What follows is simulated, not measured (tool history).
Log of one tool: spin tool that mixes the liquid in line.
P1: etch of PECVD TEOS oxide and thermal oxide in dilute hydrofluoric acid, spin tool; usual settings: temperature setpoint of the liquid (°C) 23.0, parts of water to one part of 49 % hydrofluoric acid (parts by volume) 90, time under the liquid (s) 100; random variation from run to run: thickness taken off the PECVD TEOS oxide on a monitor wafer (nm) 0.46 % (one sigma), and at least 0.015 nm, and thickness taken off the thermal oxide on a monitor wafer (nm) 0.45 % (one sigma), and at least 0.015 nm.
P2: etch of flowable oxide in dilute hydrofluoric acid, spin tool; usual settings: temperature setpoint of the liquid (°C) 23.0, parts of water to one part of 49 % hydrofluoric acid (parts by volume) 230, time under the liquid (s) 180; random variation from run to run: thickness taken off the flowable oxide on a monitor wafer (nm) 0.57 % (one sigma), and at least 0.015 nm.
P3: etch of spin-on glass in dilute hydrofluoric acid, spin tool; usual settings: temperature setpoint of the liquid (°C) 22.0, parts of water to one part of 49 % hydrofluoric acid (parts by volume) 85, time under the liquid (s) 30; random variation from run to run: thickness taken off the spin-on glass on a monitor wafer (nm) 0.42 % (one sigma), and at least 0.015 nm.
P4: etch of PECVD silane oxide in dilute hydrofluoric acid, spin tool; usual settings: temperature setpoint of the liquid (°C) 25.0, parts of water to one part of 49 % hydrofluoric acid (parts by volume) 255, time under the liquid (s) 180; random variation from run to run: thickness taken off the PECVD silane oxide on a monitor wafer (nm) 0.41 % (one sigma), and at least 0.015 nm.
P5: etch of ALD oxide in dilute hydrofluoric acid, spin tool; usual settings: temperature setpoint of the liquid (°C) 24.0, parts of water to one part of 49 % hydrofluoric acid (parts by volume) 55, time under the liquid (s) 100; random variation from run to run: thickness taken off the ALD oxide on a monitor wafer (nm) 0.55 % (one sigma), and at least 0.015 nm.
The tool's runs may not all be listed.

run   hour  process that ran  temperature setpoint of the liquid (°C)  parts of water to one part of 49 % hydrofluoric acid (parts by volume)  time under the liquid (s)  thickness taken off the PECVD TEOS oxide on a monitor wafer (nm)  thickness taken off the thermal oxide on a monitor wafer (nm)  thickness taken off the flowable oxide on a monitor wafer (nm)  thickness taken off the spin-on glass on a monitor wafer (nm)  thickness taken off the ALD oxide on a monitor wafer (nm)  thickness taken off the PECVD silane oxide on a monitor wafer (nm)
  1    7.4                P1                                     23.0                                                                      90                        100                                                            9.1893                                                         5.1479
  2   16.1                P1                                     30.0                                                                      90                        100                                                           12.2430                                                         6.7341
  3   27.2                P2                                     23.0                                                                     145                        180                                                                                                                                                                                           26.511
  4   34.7                P3                                     22.0                                                                      85                         30                                                                                                                                                                                                                                                          9.4482
  5   44.1                P5                                     24.0                                                                      55                        100                                                                                                                                                                                                                                                                                                                    21.9300
  6   55.1                P1                                     18.0                                                                      90                        100                                                            7.5738                                                         4.1631
  7   64.8                P1                                     23.0                                                                      90                        100                                                            9.2925                                                         5.1447
  8   70.2                P5                                     31.0                                                                      55                        100                                                                                                                                                                                                                                                                                                                    29.1270
  9   80.3                P2                                     23.0                                                                     230                        180                                                                                                                                                                                           15.236
 10   85.5                P1                                     23.0                                                                      90                        200                                                           18.4930                                                        10.2600
 11   94.0                P2                                     17.0                                                                     230                        180                                                                                                                                                                                           12.086
 12  101.6                P5                                     24.0                                                                      55                        100                                                                                                                                                                                                                                                                                                                    22.0240
 13  108.1                P5                                     24.0                                                                     100                        100                                                                                                                                                                                                                                                                                                                    11.4320
 14  112.9                P3                                     22.0                                                                      20                         30                                                                                                                                                                                                                                                         43.6940
 15  119.0                P1                                     23.0                                                                      90                        100                                                            9.2539                                                         5.0753
 16  126.9                P1                                     23.0                                                                      90                         55                                                            5.0996                                                         2.8198
 17  135.3                P1                                     23.0                                                                      50                        100                                                           17.5270                                                         9.7629
 18  145.6                P4                                     25.0                                                                     255                        340                                                                                                                                                                                                                                                                                                                                                                                        17.2040
 19  152.8                P1                                     23.0                                                                      90                        100                                                            9.3208                                                         5.1850
 20  158.2                P1                                     29.5                                                                      90                         15                                                            1.7749                                                         1.0148
 21  167.5                P3                                     22.0                                                                      85                         15                                                                                                                                                                                                                                                          4.7339
 22  175.5                P3                                     30.0                                                                      85                         30                                                                                                                                                                                                                                                         12.9710
 23  185.0                P4                                     25.0                                                                     255                        180                                                                                                                                                                                                                                                                                                                                                                                         9.1565
 24  190.8                P1                                     23.0                                                                      90                        100                                                            9.2619                                                         5.1366
 25  199.2                P1                                     23.0                                                                      90                        100                                                            9.2623                                                         5.0996
 26  206.9                P2                                     23.0                                                                     230                        355                                                                                                                                                                                           30.320
 27  212.0                P5                                     24.0                                                                      55                         15                                                                                                                                                                                                                                                                                                                     3.3155
 28  221.9                P4                                     33.0                                                                     255                        180                                                                                                                                                                                                                                                                                                                                                                                        11.9550
 29  227.2                P4                                     25.0                                                                     450                        180                                                                                                                                                                                                                                                                                                                                                                                         4.2963
 30  236.8                P1                                     23.0                                                                     145                        100                                                            5.3731                                                         2.9787
 31  244.4                P4                                     25.0                                                                     255                        180                                                                                                                                                                                                                                                                                                                                                                                         9.1447
 32  250.8                P1                                     23.0                                                                      90                        100                                                            9.3028                                                         5.0772
 33  259.2                P1                                     23.0                                                                      90                        100                                                            9.6682                                                         5.3581
 34  265.7                P1                                     23.0                                                                      90                        100                                                            9.8726                                                         5.4624
 35  276.2                P1                                     23.0                                                                      90                        100                                                           10.0120                                                         5.5033
 36  284.2                P1                                     23.0                                                                      90                        100                                                           10.1260                                                         5.5612
 37  291.9                P1                                     23.0                                                                      90                        100                                                           10.0380                                                         5.5412
 38  298.9                P1                                     23.0                                                                      90                        100                                                           10.0610                                                         5.5041

What P1 gives has crept away from where it was. These 2 causes fit the log equally well, each at the size given:
A: liquid hotter than its thermometer reads (K) = 2.1
B: hydrofluoric acid flow above the setpoint (%) = 7.83
The creep began at about hour 250.8.

4 check runs are offered, one wafer each, their results left as question marks. Which one tells the causes apart?
check 1  305.9                P2                                     17.0                                                                     230                        180                                                                                                                                                                                                ?
check 2  305.9                P5                                     28.0                                                                      55                         30                                                                                                                                                                                                                                                                                                                          ?
check 3  305.9                P4                                     25.0                                                                     450                        290                                                                                                                                                                                                                                                                                                                                                                                              ?
check 4  305.9                P3                                     29.5                                                                      25                         30                                                                                                                                                                                                                                                               ?

What each check would give under each cause:
  check                                                              result     if A     if B
check 1      thickness taken off the flowable oxide on a monitor wafer (nm)   13.189   13.307
check 2           thickness taken off the ALD oxide on a monitor wafer (nm)   8.4512   8.4384
check 3  thickness taken off the PECVD silane oxide on a monitor wafer (nm)   7.3912   7.6862
check 4       thickness taken off the spin-on glass on a monitor wafer (nm)  51.5380  51.2450
How far apart the two closest causes lie, in the result that separates them most: check 1 0.89 %; check 2 0.15 %; check 3 3.91 %; check 4 0.57 %
Check 3 tells the causes apart: in the others they would give nearly the same result.

Then check 3 was run and gave: thickness taken off the PECVD silane oxide on a monitor wafer (nm) 7.6567. Which cause is it?

It is B: hydrofluoric acid flow above the setpoint (%).
